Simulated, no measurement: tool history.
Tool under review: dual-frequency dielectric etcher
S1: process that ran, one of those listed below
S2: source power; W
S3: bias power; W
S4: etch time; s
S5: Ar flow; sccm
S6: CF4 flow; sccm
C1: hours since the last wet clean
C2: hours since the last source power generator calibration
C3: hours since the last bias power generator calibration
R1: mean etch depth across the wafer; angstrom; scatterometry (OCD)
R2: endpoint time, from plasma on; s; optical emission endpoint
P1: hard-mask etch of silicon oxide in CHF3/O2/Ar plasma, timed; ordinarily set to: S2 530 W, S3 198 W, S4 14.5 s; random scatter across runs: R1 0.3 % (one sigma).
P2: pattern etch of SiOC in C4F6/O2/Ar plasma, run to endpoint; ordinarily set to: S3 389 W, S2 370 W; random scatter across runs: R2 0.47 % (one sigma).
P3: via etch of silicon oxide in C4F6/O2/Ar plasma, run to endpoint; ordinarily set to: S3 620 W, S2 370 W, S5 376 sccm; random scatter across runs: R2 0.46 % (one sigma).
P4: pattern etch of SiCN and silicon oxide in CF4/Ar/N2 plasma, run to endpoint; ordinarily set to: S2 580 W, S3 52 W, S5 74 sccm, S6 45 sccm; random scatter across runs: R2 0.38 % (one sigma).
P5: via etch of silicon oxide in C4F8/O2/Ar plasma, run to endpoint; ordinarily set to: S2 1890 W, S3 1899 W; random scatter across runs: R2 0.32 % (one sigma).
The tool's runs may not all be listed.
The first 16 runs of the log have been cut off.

run	hour	S1	S2	S3	S4	S5	S6	C1	C2	C3	R1	R2
17	224.9	P1	530	198	14.5			516.0	764.0	988.3	281.21	
18	238.9	P4	580	52		74	59	530.0	778.0	1002.3		12.733
19	254.6	P1	530	198	9.5			545.7	793.7	1018.0	183.57	
20	267.1	P1	720	198	14.5			558.2	806.2	1030.5	315.94	
21	275.2	P3	480	620		376		566.3	814.3	1038.6		36.972
22	287.9	P3	370	840		376		579.0	827.0	1051.3		36.077
# hour 289.4: source power generator calibrated
23	298.4	P4	580	52		74	45	589.5	9.0	1061.8		13.231
24	311.4	P3	370	620		376		602.5	22.0	1074.8		40.732
25	326.2	P3	370	620		376		617.3	36.8	1089.6		40.835
26	334.4	P2	230	389				625.5	45.0	1097.8		12.206

For run 27, what comes out?
27	349.3	P3	370	620		274		640.4	59.9	1112.7		?

Run 27 gave R2 39.152 s.
